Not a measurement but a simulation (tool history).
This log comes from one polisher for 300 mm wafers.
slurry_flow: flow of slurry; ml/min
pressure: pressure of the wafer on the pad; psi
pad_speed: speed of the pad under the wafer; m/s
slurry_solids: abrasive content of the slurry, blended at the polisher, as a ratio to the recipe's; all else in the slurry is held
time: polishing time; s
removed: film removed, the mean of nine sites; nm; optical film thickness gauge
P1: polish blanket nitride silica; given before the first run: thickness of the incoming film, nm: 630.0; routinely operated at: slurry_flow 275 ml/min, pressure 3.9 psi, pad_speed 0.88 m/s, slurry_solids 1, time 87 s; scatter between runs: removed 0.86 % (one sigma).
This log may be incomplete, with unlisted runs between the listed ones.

Run 1, hour 11.5: slurry_flow 275 ml/min, pressure 3.9 psi, pad_speed 0.88 m/s, slurry_solids 1, time 87 s. Result: removed 58.572 nm.
Run 2, hour 26.7: slurry_flow 275 ml/min, pressure 3.9 psi, pad_speed 0.88 m/s, slurry_solids 1, time 87 s. Result: removed 58.576 nm.
Run 3, hour 37.5: slurry_flow 275 ml/min, pressure 3.9 psi, pad_speed 0.88 m/s, slurry_solids 1, time 87 s. Result: removed 58.006 nm.
Run 4, hour 48.1: slurry_flow 275 ml/min, pressure 3.9 psi, pad_speed 1.3 m/s, slurry_solids 1, time 87 s. Result: removed 78.732 nm.
Run 5, hour 56.8: slurry_flow 275 ml/min, pressure 3.9 psi, pad_speed 0.46 m/s, slurry_solids 1, time 116 s. Result: removed 46.718 nm.
Run 6, hour 66.2: slurry_flow 165 ml/min, pressure 3.9 psi, pad_speed 0.88 m/s, slurry_solids 1, time 87 s. Result: removed 54.536 nm.
Run 7, hour 83: slurry_flow 275 ml/min, pressure 3.9 psi, pad_speed 0.56 m/s, slurry_solids 1, time 87 s. Result: removed 40.264 nm.
Run 8, hour 95: slurry_flow 275 ml/min, pressure 3.9 psi, pad_speed 0.88 m/s, slurry_solids 1, time 87 s. Result: removed 57.907 nm.
Run 9, hour 108.7: slurry_flow 275 ml/min, pressure 6.1 psi, pad_speed 0.88 m/s, slurry_solids 1, time 87 s. Result: removed 90.666 nm.
Run 10, hour 124.1: slurry_flow 275 ml/min, pressure 2.3 psi, pad_speed 0.88 m/s, slurry_solids 1, time 87 s. Result: removed 33.847 nm.
Run 11, hour 134.4: slurry_flow 275 ml/min, pressure 3.9 psi, pad_speed 0.88 m/s, slurry_solids 1, time 87 s. Result: removed 57.334 nm.
Run 12, hour 152.6: slurry_flow 275 ml/min, pressure 3.9 psi, pad_speed 0.88 m/s, slurry_solids 0.6, time 87 s. Result: removed 43.883 nm.
Run 13, hour 165.2: slurry_flow 410 ml/min, pressure 3.9 psi, pad_speed 0.88 m/s, slurry_solids 1, time 87 s. Result: removed 59.369 nm.
Run 14, hour 181.2: slurry_flow 275 ml/min, pressure 3.9 psi, pad_speed 0.88 m/s, slurry_solids 1, time 87 s. Result: removed 58.182 nm.
Run 15, hour 194.1: slurry_flow 275 ml/min, pressure 3.9 psi, pad_speed 0.88 m/s, slurry_solids 1, time 137 s. Result: removed 90.41 nm.
Run 16, hour 210.2: slurry_flow 275 ml/min, pressure 3.9 psi, pad_speed 0.88 m/s, slurry_solids 1.35, time 87 s. Result: removed 65.94 nm.
Run 17, hour 226.8: slurry_flow 275 ml/min, pressure 3.9 psi, pad_speed 0.88 m/s, slurry_solids 1, time 43 s. Result: removed 28.84 nm.
Run 18, hour 237.9: slurry_flow 275 ml/min, pressure 3.9 psi, pad_speed 0.88 m/s, slurry_solids 1, time 87 s. Result: removed 57.944 nm.
Run 19, hour 250.2: slurry_flow 275 ml/min, pressure 3.9 psi, pad_speed 0.88 m/s, slurry_solids 1, time 87 s. Result: removed 55.416 nm.
Run 20, hour 266.6: slurry_flow 275 ml/min, pressure 3.9 psi, pad_speed 0.88 m/s, slurry_solids 1, time 87 s. Result: removed 53.092 nm.
Run 21, hour 279.3: slurry_flow 275 ml/min, pressure 3.9 psi, pad_speed 0.88 m/s, slurry_solids 1, time 87 s. Result: removed 53.024 nm.

Forecast run 22:
Run 22, hour 290.2: slurry_flow 275 ml/min, pressure 3.9 psi, pad_speed 0.88 m/s, slurry_solids 1, time 87 s. Result: removed ?.

{"run 22": {"removed": 51.331}}

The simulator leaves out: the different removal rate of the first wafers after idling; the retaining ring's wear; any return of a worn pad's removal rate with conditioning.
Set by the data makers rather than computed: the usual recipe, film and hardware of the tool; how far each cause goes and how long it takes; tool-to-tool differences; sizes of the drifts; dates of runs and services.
